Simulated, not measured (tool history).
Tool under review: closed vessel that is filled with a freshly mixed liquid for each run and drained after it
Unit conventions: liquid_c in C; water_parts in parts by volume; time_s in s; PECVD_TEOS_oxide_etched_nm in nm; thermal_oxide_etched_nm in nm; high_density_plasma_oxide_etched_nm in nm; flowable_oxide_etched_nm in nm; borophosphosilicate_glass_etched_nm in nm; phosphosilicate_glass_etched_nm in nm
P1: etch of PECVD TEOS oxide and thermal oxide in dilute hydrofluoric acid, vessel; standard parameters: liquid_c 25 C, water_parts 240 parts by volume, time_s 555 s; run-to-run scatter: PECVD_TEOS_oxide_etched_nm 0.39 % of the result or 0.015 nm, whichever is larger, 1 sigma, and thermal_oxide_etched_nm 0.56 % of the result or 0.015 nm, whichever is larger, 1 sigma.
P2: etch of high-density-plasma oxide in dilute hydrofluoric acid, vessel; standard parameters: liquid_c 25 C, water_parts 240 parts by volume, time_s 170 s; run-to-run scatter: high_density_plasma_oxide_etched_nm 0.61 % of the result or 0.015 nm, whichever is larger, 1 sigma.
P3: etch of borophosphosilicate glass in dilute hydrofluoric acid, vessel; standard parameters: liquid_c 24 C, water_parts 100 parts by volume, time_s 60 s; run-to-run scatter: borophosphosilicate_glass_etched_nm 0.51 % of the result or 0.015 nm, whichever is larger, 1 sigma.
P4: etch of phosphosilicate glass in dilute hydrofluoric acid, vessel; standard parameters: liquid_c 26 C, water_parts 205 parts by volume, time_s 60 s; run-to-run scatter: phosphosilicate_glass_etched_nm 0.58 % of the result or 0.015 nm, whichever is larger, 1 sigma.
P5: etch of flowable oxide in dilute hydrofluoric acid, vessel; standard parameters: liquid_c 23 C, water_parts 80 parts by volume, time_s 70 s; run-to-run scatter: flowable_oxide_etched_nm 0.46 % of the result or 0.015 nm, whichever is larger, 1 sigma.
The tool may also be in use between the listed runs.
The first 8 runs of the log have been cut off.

| run | hour | process | liquid_c | water_parts | time_s | PECVD_TEOS_oxide_etched_nm | thermal_oxide_etched_nm | high_density_plasma_oxide_etched_nm | flowable_oxide_etched_nm | borophosphosilicate_glass_etched_nm | phosphosilicate_glass_etched_nm |
|---|---|---|---|---|---|---|---|---|---|---|---|
| 9 | 133.9 | P1 | 17 | 240 | 555 | 31.168 | 7.0623 |  |  |  |  |
| 10 | 152.1 | P1 | 25 | 240 | 1015 | 76.577 | 17.59 |  |  |  |  |
| 11 | 169.3 | P3 | 24 | 100 | 115 |  |  |  |  | 80.376 |  |
| 12 | 179.3 | P1 | 25 | 240 | 555 | 41.687 | 9.5343 |  |  |  |  |
| 13 | 197.8 | P4 | 26 | 205 | 110 |  |  |  |  |  | 46.917 |
| 14 | 214.3 | P1 | 25 | 240 | 555 | 41.869 | 9.5177 |  |  |  |  |
|  | 216.9 | thermometer replaced |
| 15 | 233.2 | P4 | 26 | 320 | 60 |  |  |  |  |  | 14.478 |
| 16 | 245.6 | P1 | 25 | 375 | 555 | 23.469 | 5.406 |  |  |  |  |
| 17 | 261.8 | P1 | 29.5 | 240 | 190 | 16.776 | 3.8557 |  |  |  |  |
| 18 | 271.8 | P1 | 21 | 240 | 220 | 14.437 | 3.2779 |  |  |  |  |
| 19 | 283.4 | P1 | 25 | 240 | 555 | 41.697 | 9.6164 |  |  |  |  |
| 20 | 292.2 | P3 | 24 | 185 | 60 |  |  |  |  | 20.366 |  |
| 21 | 306.3 | P2 | 25 | 240 | 170 |  |  | 4.9398 |  |  |  |
| 22 | 323.6 | P5 | 17 | 80 | 70 |  |  |  | 20.755 |  |  |

Run 23 comes next. What will it give?
| 23 | 341.7 | P1 | 25 | 240 | 555 | ? | ? |  |  |  |  |

{"run 23": {"PECVD_TEOS_oxide_etched_nm": 42.003, "thermal_oxide_etched_nm": 9.6044}}
